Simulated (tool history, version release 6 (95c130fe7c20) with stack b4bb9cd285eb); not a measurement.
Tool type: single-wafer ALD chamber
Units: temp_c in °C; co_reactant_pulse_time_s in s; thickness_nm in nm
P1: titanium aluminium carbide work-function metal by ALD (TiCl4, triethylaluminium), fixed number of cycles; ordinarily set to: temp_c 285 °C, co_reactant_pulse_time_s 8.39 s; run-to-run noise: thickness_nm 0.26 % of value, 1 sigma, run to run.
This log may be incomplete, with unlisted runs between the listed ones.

run,hour,temp_c,co_reactant_pulse_time_s,thickness_nm
1,5.5,285,8.39,1.8534
2,10.3,285,8.39,1.8556
3,18.8,285,8.39,1.8600
4,23.8,285,13.22,1.9437
5,30.7,269,4.48,1.4306
6,37.7,285,8.39,1.8421
7,46.2,285,3.93,1.4575
8,53.2,263,8.39,1.6675
9,57.7,285,8.39,1.8547
10,62.8,285,8.39,1.8475
11,69.8,309,8.39,2.0662
12,74.0,285,8.39,1.8415
13,78.2,285,8.39,1.8501
14,84.1,285,8.39,1.8421
15,90.8,285,8.39,1.8336
16,98.2,285,8.39,1.8297
17,106.3,285,8.39,1.8308
18,113.0,285,8.39,1.8287

Run 19, settings as shown, results not yet in. Your forecast:
19,121.8,285,8.39,?

{"run 19": {"thickness_nm": 1.8176}}
